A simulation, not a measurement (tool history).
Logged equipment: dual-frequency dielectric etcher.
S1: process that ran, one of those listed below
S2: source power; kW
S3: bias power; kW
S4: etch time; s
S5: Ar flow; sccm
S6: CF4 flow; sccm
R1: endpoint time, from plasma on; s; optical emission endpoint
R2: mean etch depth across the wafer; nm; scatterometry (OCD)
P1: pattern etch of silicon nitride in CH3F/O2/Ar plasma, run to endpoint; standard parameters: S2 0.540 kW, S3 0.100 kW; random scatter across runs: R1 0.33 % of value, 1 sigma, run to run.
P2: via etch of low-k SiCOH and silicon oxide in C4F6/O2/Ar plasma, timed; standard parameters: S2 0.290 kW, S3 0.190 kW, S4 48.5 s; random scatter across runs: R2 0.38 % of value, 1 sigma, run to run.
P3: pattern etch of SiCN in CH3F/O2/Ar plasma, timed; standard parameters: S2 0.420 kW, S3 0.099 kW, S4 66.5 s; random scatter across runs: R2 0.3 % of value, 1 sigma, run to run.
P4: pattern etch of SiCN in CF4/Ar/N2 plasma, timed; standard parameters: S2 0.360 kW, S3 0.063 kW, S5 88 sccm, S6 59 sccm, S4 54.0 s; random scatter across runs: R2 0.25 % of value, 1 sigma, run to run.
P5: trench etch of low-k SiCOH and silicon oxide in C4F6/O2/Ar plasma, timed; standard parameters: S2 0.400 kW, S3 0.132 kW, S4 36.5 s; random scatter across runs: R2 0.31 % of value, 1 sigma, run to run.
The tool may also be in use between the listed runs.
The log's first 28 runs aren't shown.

Run 29, hour 141.1: S1 P4, S2 0.360 kW, S3 0.080 kW, S4 54.0 s, S5 88 sccm, S6 59 sccm. Result: R2 40.417 nm.
Run 30, hour 146.0: S1 P3, S2 0.420 kW, S3 0.119 kW, S4 66.5 s. Result: R2 30.262 nm.
Run 31, hour 150.5: S1 P1, S2 0.540 kW, S3 0.100 kW. Result: R1 40.489 s.
Run 32, hour 156.1: S1 P1, S2 0.540 kW, S3 0.100 kW. Result: R1 40.995 s.
Run 33, hour 162.7: S1 P5, S2 0.400 kW, S3 0.132 kW, S4 50.5 s. Result: R2 148.600 nm.
Run 34, hour 166.8: S1 P1, S2 0.540 kW, S3 0.100 kW. Result: R1 40.764 s.
Run 35, hour 170.4: S1 P1, S2 0.540 kW, S3 0.100 kW. Result: R1 40.589 s.
Run 36, hour 174.5: S1 P1, S2 0.540 kW, S3 0.100 kW. Result: R1 40.452 s.
Run 37, hour 179.6: S1 P1, S2 0.540 kW, S3 0.100 kW. Result: R1 40.527 s.
Run 38, hour 183.7: S1 P1, S2 0.540 kW, S3 0.100 kW. Result: R1 40.192 s.
At hour 190.4: wet clean of the chamber.
Run 39, hour 190.5: S1 P1, S2 0.540 kW, S3 0.100 kW. Result: R1 40.040 s.
Run 40, hour 193.7: S1 P1, S2 0.540 kW, S3 0.100 kW. Result: R1 40.111 s.

Expected results for the next run?
Run 41, hour 200.6: S1 P1, S2 0.540 kW, S3 0.100 kW. Result: R1 ?.

Run 41 came out at R1 40.097 s.

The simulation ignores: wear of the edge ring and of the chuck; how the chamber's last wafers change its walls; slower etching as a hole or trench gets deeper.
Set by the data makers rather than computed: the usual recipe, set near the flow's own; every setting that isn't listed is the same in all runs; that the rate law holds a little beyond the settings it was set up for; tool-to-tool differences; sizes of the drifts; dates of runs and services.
